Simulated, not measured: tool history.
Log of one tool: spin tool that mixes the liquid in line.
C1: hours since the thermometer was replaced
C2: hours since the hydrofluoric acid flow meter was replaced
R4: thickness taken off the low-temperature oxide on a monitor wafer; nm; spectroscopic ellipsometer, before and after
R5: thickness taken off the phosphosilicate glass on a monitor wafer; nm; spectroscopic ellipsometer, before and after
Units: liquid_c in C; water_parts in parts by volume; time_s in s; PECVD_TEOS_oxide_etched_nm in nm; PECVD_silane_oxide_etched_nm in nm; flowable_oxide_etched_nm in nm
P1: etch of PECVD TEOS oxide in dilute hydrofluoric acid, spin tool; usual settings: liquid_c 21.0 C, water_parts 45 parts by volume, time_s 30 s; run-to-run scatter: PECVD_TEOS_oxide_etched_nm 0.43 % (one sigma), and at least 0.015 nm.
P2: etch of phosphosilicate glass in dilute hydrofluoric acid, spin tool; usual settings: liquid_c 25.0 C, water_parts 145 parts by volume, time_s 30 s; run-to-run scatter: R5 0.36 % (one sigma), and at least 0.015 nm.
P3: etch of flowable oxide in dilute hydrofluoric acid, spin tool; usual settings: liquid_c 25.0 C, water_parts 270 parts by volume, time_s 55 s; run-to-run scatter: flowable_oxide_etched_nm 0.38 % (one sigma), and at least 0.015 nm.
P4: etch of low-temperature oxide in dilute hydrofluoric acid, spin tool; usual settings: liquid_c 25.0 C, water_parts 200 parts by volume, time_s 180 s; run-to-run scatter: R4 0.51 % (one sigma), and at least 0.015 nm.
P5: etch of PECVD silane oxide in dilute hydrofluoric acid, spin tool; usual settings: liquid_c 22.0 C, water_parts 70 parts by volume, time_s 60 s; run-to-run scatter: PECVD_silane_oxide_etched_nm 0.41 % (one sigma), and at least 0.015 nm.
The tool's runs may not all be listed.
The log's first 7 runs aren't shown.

{"run": 8, "day": 4.308, "process": "P4", "liquid_c": 31.5, "water_parts": 200, "time_s": 180, "C1": 448.1, "C2": 1398.4, "R4": 23.505}
{"run": 9, "day": 4.721, "process": "P4", "liquid_c": 25.0, "water_parts": 200, "time_s": 285, "C1": 458.0, "C2": 1408.3, "R4": 29.491}
{"run": 10, "day": 5.375, "process": "P1", "liquid_c": 21.0, "water_parts": 45, "time_s": 30, "C1": 473.7, "C2": 1424.0, "PECVD_TEOS_oxide_etched_nm": 14.768}
{"run": 11, "day": 5.958, "process": "P1", "liquid_c": 26.0, "water_parts": 25, "time_s": 30, "C1": 487.7, "C2": 1438.0, "PECVD_TEOS_oxide_etched_nm": 33.474}
{"run": 12, "day": 6.279, "process": "P1", "liquid_c": 21.0, "water_parts": 45, "time_s": 30, "C1": 495.4, "C2": 1445.7, "PECVD_TEOS_oxide_etched_nm": 14.597}
{"run": 13, "day": 6.883, "process": "P3", "liquid_c": 25.0, "water_parts": 270, "time_s": 55, "C1": 509.9, "C2": 1460.2, "flowable_oxide_etched_nm": 9.1921}
{"run": 14, "day": 7.367, "process": "P3", "liquid_c": 25.0, "water_parts": 270, "time_s": 100, "C1": 521.5, "C2": 1471.8, "flowable_oxide_etched_nm": 16.839}
{"run": 15, "day": 7.788, "process": "P5", "liquid_c": 22.0, "water_parts": 70, "time_s": 60, "C1": 531.6, "C2": 1481.9, "PECVD_silane_oxide_etched_nm": 21.485}
{"run": 16, "day": 8.408, "process": "P1", "liquid_c": 21.0, "water_parts": 20, "time_s": 30, "C1": 546.5, "C2": 1496.8, "PECVD_TEOS_oxide_etched_nm": 34.063}
{"run": 17, "day": 8.988, "process": "P4", "liquid_c": 25.0, "water_parts": 200, "time_s": 180, "C1": 560.4, "C2": 1510.7, "R4": 18.741}
{"run": 18, "day": 9.425, "process": "P1", "liquid_c": 17.5, "water_parts": 45, "time_s": 15, "C1": 570.9, "C2": 1521.2, "PECVD_TEOS_oxide_etched_nm": 6.3237}
{"run": 19, "day": 9.867, "process": "P5", "liquid_c": 22.0, "water_parts": 70, "time_s": 15, "C1": 581.5, "C2": 1531.8, "PECVD_silane_oxide_etched_nm": 5.3497}
{"run": 20, "day": 10.542, "process": "P2", "liquid_c": 25.0, "water_parts": 145, "time_s": 60, "C1": 597.7, "C2": 1548.0, "R5": 73.126}
{"run": 21, "day": 11.042, "process": "P4", "liquid_c": 25.0, "water_parts": 200, "time_s": 180, "C1": 609.7, "C2": 1560.0, "R4": 18.414}
{"run": 22, "day": 11.683, "process": "P1", "liquid_c": 21.0, "water_parts": 45, "time_s": 15, "C1": 625.1, "C2": 1575.4, "PECVD_TEOS_oxide_etched_nm": 7.352}
{"run": 23, "day": 12.271, "process": "P5", "liquid_c": 17.5, "water_parts": 70, "time_s": 60, "C1": 639.2, "C2": 1589.5, "PECVD_silane_oxide_etched_nm": 17.746}
{"run": 24, "day": 12.971, "process": "P2", "liquid_c": 25.0, "water_parts": 145, "time_s": 30, "C1": 656.0, "C2": 1606.3, "R5": 36.36}
{"run": 25, "day": 13.329, "process": "P5", "liquid_c": 22.0, "water_parts": 70, "time_s": 60, "C1": 664.6, "C2": 1614.9, "PECVD_silane_oxide_etched_nm": 21.29}
{"day": 13.354, "done": "thermometer replaced"}
{"run": 26, "day": 13.692, "process": "P1", "liquid_c": 17.0, "water_parts": 25, "time_s": 30, "C1": 8.1, "C2": 1623.6, "PECVD_TEOS_oxide_etched_nm": 23.058}
{"run": 27, "day": 14.067, "process": "P2", "liquid_c": 25.0, "water_parts": 235, "time_s": 30, "C1": 17.1, "C2": 1632.6, "R5": 20.323}
{"run": 28, "day": 14.554, "process": "P1", "liquid_c": 21.0, "water_parts": 45, "time_s": 30, "C1": 28.8, "C2": 1644.3, "PECVD_TEOS_oxide_etched_nm": 14.729}
{"run": 29, "day": 15.008, "process": "P4", "liquid_c": 25.0, "water_parts": 65, "time_s": 180, "C1": 39.7, "C2": 1655.2, "R4": 67.567}

The next listed run, before its measurement:
{"run": 30, "day": 15.562, "process": "P3", "liquid_c": 25.0, "water_parts": 270, "time_s": 55, "C1": 53.0, "C2": 1668.5, "flowable_oxide_etched_nm": "?"}

Run 30 gave flowable_oxide_etched_nm 9.2577 nm.

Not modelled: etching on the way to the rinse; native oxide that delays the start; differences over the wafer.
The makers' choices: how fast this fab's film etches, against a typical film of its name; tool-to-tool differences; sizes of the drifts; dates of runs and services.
